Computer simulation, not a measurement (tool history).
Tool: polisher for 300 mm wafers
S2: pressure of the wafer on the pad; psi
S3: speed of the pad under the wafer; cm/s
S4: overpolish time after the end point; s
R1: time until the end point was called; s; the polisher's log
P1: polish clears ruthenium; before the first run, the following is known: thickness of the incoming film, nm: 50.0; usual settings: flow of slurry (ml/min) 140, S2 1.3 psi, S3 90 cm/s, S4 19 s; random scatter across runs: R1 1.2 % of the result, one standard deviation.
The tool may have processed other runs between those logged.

Run 1, day 0.346: flow of slurry (ml/min) 140, S2 1.3 psi, S3 90 cm/s, S4 19 s. Result: R1 66.812 s.
Run 2, day 0.967: flow of slurry (ml/min) 140, S2 1.9 psi, S3 90 cm/s, S4 19 s. Result: R1 44.387 s.
Run 3, day 1.317: flow of slurry (ml/min) 140, S2 1.3 psi, S3 90 cm/s, S4 32 s. Result: R1 67.164 s.
Run 4, day 2: flow of slurry (ml/min) 140, S2 0.7 psi, S3 90 cm/s, S4 19 s. Result: R1 127.57 s.
Run 5, day 2.712: flow of slurry (ml/min) 140, S2 1.3 psi, S3 90 cm/s, S4 19 s. Result: R1 67.509 s.
Run 6, day 3.288: flow of slurry (ml/min) 140, S2 1.3 psi, S3 90 cm/s, S4 19 s. Result: R1 66.257 s.
Run 7, day 3.871: flow of slurry (ml/min) 140, S2 0.6 psi, S3 90 cm/s, S4 10 s. Result: R1 145.26 s.
Run 8, day 4.329: flow of slurry (ml/min) 140, S2 1.3 psi, S3 90 cm/s, S4 7 s. Result: R1 66.46 s.
Run 9, day 5.088: flow of slurry (ml/min) 85, S2 1.3 psi, S3 134 cm/s, S4 19 s. Result: R1 49.871 s.
Run 10, day 5.546: flow of slurry (ml/min) 205, S2 1.3 psi, S3 90 cm/s, S4 19 s. Result: R1 63.77 s.
Run 11, day 6.117: flow of slurry (ml/min) 140, S2 1.3 psi, S3 40 cm/s, S4 19 s. Result: R1 150.92 s.
At day 6.438: slurry nozzle cleaned.
Run 12, day 6.446: flow of slurry (ml/min) 85, S2 1.3 psi, S3 90 cm/s, S4 19 s. Result: R1 74.705 s.
Run 13, day 7.029: flow of slurry (ml/min) 175, S2 1.9 psi, S3 90 cm/s, S4 19 s. Result: R1 44.393 s.
Run 14, day 7.483: flow of slurry (ml/min) 140, S2 1.3 psi, S3 90 cm/s, S4 19 s. Result: R1 67.173 s.
Run 15, day 7.996: flow of slurry (ml/min) 140, S2 1.3 psi, S3 90 cm/s, S4 19 s. Result: R1 67.991 s.
Run 16, day 8.354: flow of slurry (ml/min) 140, S2 1.3 psi, S3 140 cm/s, S4 19 s. Result: R1 43.312 s.
Run 17, day 8.725: flow of slurry (ml/min) 140, S2 1.3 psi, S3 90 cm/s, S4 19 s. Result: R1 65.92 s.
Run 18, day 9.358: flow of slurry (ml/min) 140, S2 1.3 psi, S3 90 cm/s, S4 19 s. Result: R1 71.025 s.
Run 19, day 9.842: flow of slurry (ml/min) 140, S2 1.3 psi, S3 90 cm/s, S4 19 s. Result: R1 70.702 s.
Run 20, day 10.346: flow of slurry (ml/min) 140, S2 1.3 psi, S3 90 cm/s, S4 19 s. Result: R1 72.105 s.
Run 21, day 10.692: flow of slurry (ml/min) 140, S2 1.3 psi, S3 90 cm/s, S4 19 s. Result: R1 71.925 s.
Run 22, day 11.375: flow of slurry (ml/min) 140, S2 1.3 psi, S3 90 cm/s, S4 19 s. Result: R1 71.731 s.
Run 23, day 11.875: flow of slurry (ml/min) 140, S2 1.3 psi, S3 90 cm/s, S4 19 s. Result: R1 73.649 s.
At day 12.092: head pressure recalibrated.
Run 24, day 12.546: flow of slurry (ml/min) 140, S2 1.3 psi, S3 90 cm/s, S4 19 s. Result: R1 71.892 s.
Run 25, day 12.888: flow of slurry (ml/min) 140, S2 1.3 psi, S3 90 cm/s, S4 19 s. Result: R1 72.896 s.
Run 26, day 13.35: flow of slurry (ml/min) 140, S2 1.3 psi, S3 90 cm/s, S4 19 s. Result: R1 72.005 s.
Run 27, day 13.679: flow of slurry (ml/min) 140, S2 1.3 psi, S3 90 cm/s, S4 19 s. Result: R1 74.401 s.

P1 no longer gives what it gave before; its output has crept away from where it was. The following 2 causes, each at its listed size, fit the log equally well:
A: removal rate lost through wear of the pad, % = 9.32
B: slurry flow missing at the pad, % = 35.2
Creep in the process output first set in at about day 8.725.
All other causes, with the reason each is excluded:
head's pressure below its setpoint, %: was serviced at day 12.092, once the creep was under way, yet the earlier output never came back

Which of the check runs below tells the causes apart, meaning the causes would give it clearly different results? Each run uses 3 wafers whose results are averaged, and each result is shown as a question mark.
Run check 1, day 14.008: flow of slurry (ml/min) 140, S2 1.9 psi, S3 42 cm/s, S4 19 s. Result: R1 ?.
Run check 2, day 14.008: flow of slurry (ml/min) 85, S2 0.8 psi, S3 90 cm/s, S4 19 s. Result: R1 ?.
Run check 3, day 14.008: flow of slurry (ml/min) 140, S2 0.9 psi, S3 110 cm/s, S4 19 s. Result: R1 ?.
Run check 4, day 14.008: flow of slurry (ml/min) 140, S2 1.3 psi, S3 44 cm/s, S4 28 s. Result: R1 ?.

Predicted outcomes, by check and by cause:
  check  result    if A    if B
check 1      R1  107.65  107.64
check 2      R1  133.97  141.17
check 3      R1  86.776  86.761
check 4      R1  150.19  150.16
Gap, in per cent, between the two causes that each check separates least, read from the result that separates them most: check 1 0.02 %; check 2 5.24 %; check 3 0.02 %; check 4 0.02 %
Check 2 tells the causes apart: in the others they would give nearly the same result.

Check 2 was carried out, with these results: R1 132.36 s. Which of the listed causes is responsible?

The cause is A: removal rate lost through wear of the pad, %.

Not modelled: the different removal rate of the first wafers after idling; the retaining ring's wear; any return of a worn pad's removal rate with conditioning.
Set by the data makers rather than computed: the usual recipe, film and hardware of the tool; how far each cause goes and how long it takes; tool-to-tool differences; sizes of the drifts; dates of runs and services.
